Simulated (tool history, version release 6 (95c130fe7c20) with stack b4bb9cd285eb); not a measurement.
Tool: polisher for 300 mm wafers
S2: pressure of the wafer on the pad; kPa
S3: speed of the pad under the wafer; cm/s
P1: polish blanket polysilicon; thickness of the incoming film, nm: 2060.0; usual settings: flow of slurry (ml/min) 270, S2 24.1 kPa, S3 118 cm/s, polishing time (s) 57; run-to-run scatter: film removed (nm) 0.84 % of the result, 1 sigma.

run 1 hour=7.9 | flow_of_slurry_(ml/min)=270 S2=24.1 S3=118 polishing_time_(s)=57 | film_removed_(nm)=801.19
run 2 hour=15.3 | flow_of_slurry_(ml/min)=270 S2=24.1 S3=118 polishing_time_(s)=57 | film_removed_(nm)=802.03
run 3 hour=24.8 | flow_of_slurry_(ml/min)=375 S2=24.1 S3=118 polishing_time_(s)=57 | film_removed_(nm)=841.16
run 4 hour=29.1 | flow_of_slurry_(ml/min)=270 S2=24.1 S3=118 polishing_time_(s)=39 | film_removed_(nm)=551.79
run 5 hour=38.4 | flow_of_slurry_(ml/min)=270 S2=15.9 S3=118 polishing_time_(s)=57 | film_removed_(nm)=538.28
run 6 hour=43.6 | flow_of_slurry_(ml/min)=270 S2=24.1 S3=118 polishing_time_(s)=57 | film_removed_(nm)=801.63
run 7 hour=52.9 | flow_of_slurry_(ml/min)=270 S2=24.1 S3=162 polishing_time_(s)=57 | film_removed_(nm)=1105.30
run 8 hour=62.3 | flow_of_slurry_(ml/min)=270 S2=24.1 S3=118 polishing_time_(s)=89 | film_removed_(nm)=1239.30
run 9 hour=70.8 | flow_of_slurry_(ml/min)=160 S2=15.2 S3=118 polishing_time_(s)=57 | film_removed_(nm)=468.36
run 10 hour=80.3 | flow_of_slurry_(ml/min)=270 S2=24.1 S3=118 polishing_time_(s)=57 | film_removed_(nm)=808.74
run 11 hour=87.5 | flow_of_slurry_(ml/min)=270 S2=24.1 S3=54 polishing_time_(s)=57 | film_removed_(nm)=371.42
run 12 hour=94.8 | flow_of_slurry_(ml/min)=270 S2=24.1 S3=118 polishing_time_(s)=57 | film_removed_(nm)=805.15
run 13 hour=99.9 | flow_of_slurry_(ml/min)=270 S2=24.1 S3=66 polishing_time_(s)=26 | film_removed_(nm)=206.00
run 14 hour=106.1 | flow_of_slurry_(ml/min)=270 S2=31.0 S3=118 polishing_time_(s)=57 | film_removed_(nm)=1042.20
run 15 hour=112.3 | flow_of_slurry_(ml/min)=270 S2=24.1 S3=118 polishing_time_(s)=57 | film_removed_(nm)=821.74
run 16 hour=119.4 | flow_of_slurry_(ml/min)=160 S2=24.1 S3=118 polishing_time_(s)=57 | film_removed_(nm)=754.73
run 17 hour=128.3 | flow_of_slurry_(ml/min)=270 S2=24.1 S3=118 polishing_time_(s)=57 | film_removed_(nm)=804.16
run 18 hour=135.0 | flow_of_slurry_(ml/min)=270 S2=24.1 S3=118 polishing_time_(s)=57 | film_removed_(nm)=817.12
run 19 hour=139.5 | flow_of_slurry_(ml/min)=270 S2=24.1 S3=118 polishing_time_(s)=57 | film_removed_(nm)=793.00
run 20 hour=145.3 | flow_of_slurry_(ml/min)=270 S2=24.1 S3=118 polishing_time_(s)=57 | film_removed_(nm)=777.84
run 21 hour=152.7 | flow_of_slurry_(ml/min)=270 S2=24.1 S3=118 polishing_time_(s)=57 | film_removed_(nm)=779.15
run 22 hour=158.6 | flow_of_slurry_(ml/min)=270 S2=24.1 S3=118 polishing_time_(s)=57 | film_removed_(nm)=765.13
-- hour=165.0 head pressure recalibrated
run 23 hour=168.3 | flow_of_slurry_(ml/min)=270 S2=24.1 S3=118 polishing_time_(s)=57 | film_removed_(nm)=753.63
run 24 hour=172.8 | flow_of_slurry_(ml/min)=270 S2=24.1 S3=118 polishing_time_(s)=57 | film_removed_(nm)=760.25
run 25 hour=180.9 | flow_of_slurry_(ml/min)=270 S2=24.1 S3=118 polishing_time_(s)=57 | film_removed_(nm)=772.35

What P1 gives has crept away from where it was. These 2 causes fit the log equally well, each at the size given:
A: slurry flow missing at the pad, % = 37.5
B: removal rate lost through wear of the pad, % = 5.67
The creep began at about hour 135.0.
Why every other cause is out:
head's pressure below its setpoint, %: serviced at hour 165.0, which brought nothing back

4 check runs are offered, each on 3 wafers whose results are averaged, their results left as question marks. Which one tells the causes apart?
run check 1 hour=189.0 | flow_of_slurry_(ml/min)=270 S2=24.1 S3=158 polishing_time_(s)=57 | film_removed_(nm)=?
run check 2 hour=189.0 | flow_of_slurry_(ml/min)=165 S2=24.1 S3=118 polishing_time_(s)=57 | film_removed_(nm)=?
run check 3 hour=189.0 | flow_of_slurry_(ml/min)=270 S2=24.1 S3=82 polishing_time_(s)=57 | film_removed_(nm)=?
run check 4 hour=189.0 | flow_of_slurry_(ml/min)=270 S2=16.5 S3=80 polishing_time_(s)=57 | film_removed_(nm)=?

What each check would give under each cause:
check=check_1 result=film_removed_(nm) if_A=1021.10 if_B=1021.20
check=check_2 result=film_removed_(nm) if_A=693.01 if_B=716.87
check=check_3 result=film_removed_(nm) if_A=529.96 if_B=529.98
check=check_4 result=film_removed_(nm) if_A=354.53 if_B=354.55
How far apart the two closest causes lie, in the result that separates them most: check 1 0 %; check 2 3.39 %; check 3 0 %; check 4 0 %
Check 2 tells the causes apart: in the others they would give nearly the same result.

Check 2 was then run and gave: film removed (nm) 722.25. Which cause is it?

It is B: removal rate lost through wear of the pad, %.
